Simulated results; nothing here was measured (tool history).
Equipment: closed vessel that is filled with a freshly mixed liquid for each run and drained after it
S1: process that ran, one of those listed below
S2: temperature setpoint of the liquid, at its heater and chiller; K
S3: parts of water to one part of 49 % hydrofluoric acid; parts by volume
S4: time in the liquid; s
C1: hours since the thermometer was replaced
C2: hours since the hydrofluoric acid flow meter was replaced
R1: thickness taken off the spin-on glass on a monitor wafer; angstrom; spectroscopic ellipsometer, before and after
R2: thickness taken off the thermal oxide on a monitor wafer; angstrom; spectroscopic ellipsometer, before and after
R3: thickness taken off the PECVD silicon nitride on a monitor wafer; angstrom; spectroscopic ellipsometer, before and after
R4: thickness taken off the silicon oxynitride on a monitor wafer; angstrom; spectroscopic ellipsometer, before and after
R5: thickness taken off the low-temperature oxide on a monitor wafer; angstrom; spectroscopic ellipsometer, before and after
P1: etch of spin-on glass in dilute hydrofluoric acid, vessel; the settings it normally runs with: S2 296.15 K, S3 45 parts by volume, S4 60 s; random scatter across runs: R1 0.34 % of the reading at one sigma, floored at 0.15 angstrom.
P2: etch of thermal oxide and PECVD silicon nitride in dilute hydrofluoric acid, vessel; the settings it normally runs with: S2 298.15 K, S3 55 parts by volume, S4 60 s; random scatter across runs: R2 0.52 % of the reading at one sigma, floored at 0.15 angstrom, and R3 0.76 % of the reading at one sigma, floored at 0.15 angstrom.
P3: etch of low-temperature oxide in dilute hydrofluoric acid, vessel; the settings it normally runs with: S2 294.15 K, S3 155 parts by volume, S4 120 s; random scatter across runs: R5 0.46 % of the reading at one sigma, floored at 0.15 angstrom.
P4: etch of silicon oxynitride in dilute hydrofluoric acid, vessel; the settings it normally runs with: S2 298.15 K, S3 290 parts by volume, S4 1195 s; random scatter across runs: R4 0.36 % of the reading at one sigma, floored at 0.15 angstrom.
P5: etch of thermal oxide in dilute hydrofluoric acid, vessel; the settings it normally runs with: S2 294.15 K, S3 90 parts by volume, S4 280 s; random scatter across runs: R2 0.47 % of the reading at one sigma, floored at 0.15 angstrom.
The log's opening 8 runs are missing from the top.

| run | hour | S1 | S2 | S3 | S4 | C1 | C2 | R1 | R2 | R3 | R4 | R5 |
|---|---|---|---|---|---|---|---|---|---|---|---|---|
| 9 | 93.4 | P2 | 298.15 | 25 | 60 | 1392.2 | 859.4 |  | 123.590 | 76.551 |  |  |
| 10 | 101.2 | P3 | 294.15 | 155 | 120 | 1400.0 | 867.2 |  |  |  |  | 161.000 |
| 11 | 112.8 | P3 | 301.65 | 155 | 120 | 1411.6 | 878.8 |  |  |  |  | 214.210 |
| 12 | 127.3 | P4 | 305.15 | 290 | 1195 | 1426.1 | 893.3 |  |  |  | 81.387 |  |
| 13 | 139.9 | P4 | 298.15 | 290 | 1195 | 1438.7 | 905.9 |  |  |  | 61.373 |  |
| 14 | 149.7 | P4 | 298.15 | 290 | 670 | 1448.5 | 915.7 |  |  |  | 34.614 |  |
| 15 | 158.6 | P5 | 294.15 | 90 | 280 | 1457.4 | 924.6 |  | 133.620 |  |  |  |
| 16 | 168.4 | P5 | 294.15 | 20 | 280 | 1467.2 | 934.4 |  | 647.750 |  |  |  |
| 17 | 180.0 | P3 | 294.15 | 155 | 30 | 1478.8 | 946.0 |  |  |  |  | 40.115 |
| 18 | 187.9 | P1 | 290.15 | 45 | 60 | 1486.7 | 953.9 | 280.48 |  |  |  |  |
| 19 | 196.1 | P5 | 294.15 | 90 | 280 | 1494.9 | 962.1 |  | 133.550 |  |  |  |
| 20 | 203.6 | P1 | 296.15 | 30 | 60 | 1502.4 | 969.6 | 552.50 |  |  |  |  |
| 21 | 211.5 | P3 | 294.15 | 20 | 120 | 1510.3 | 977.5 |  |  |  |  | 1471.500 |
| 22 | 218.3 | P1 | 296.15 | 45 | 60 | 1517.1 | 984.3 | 362.01 |  |  |  |  |
| 23 | 227.5 | P1 | 296.15 | 65 | 60 | 1526.3 | 993.5 | 244.37 |  |  |  |  |
| 24 | 238.8 | P5 | 294.15 | 90 | 30 | 1537.6 | 1004.8 |  | 14.172 |  |  |  |
| 25 | 248.2 | P3 | 294.15 | 155 | 120 | 1547.0 | 1014.2 |  |  |  |  | 161.060 |
| 26 | 256.6 | P1 | 296.15 | 45 | 115 | 1555.4 | 1022.6 | 697.55 |  |  |  |  |

Forecast run 27:
| 27 | 263.3 | P5 | 290.15 | 90 | 280 | 1562.1 | 1029.3 |  | ? |  |  |  |

{"run 27": {"R2": 112.95}}
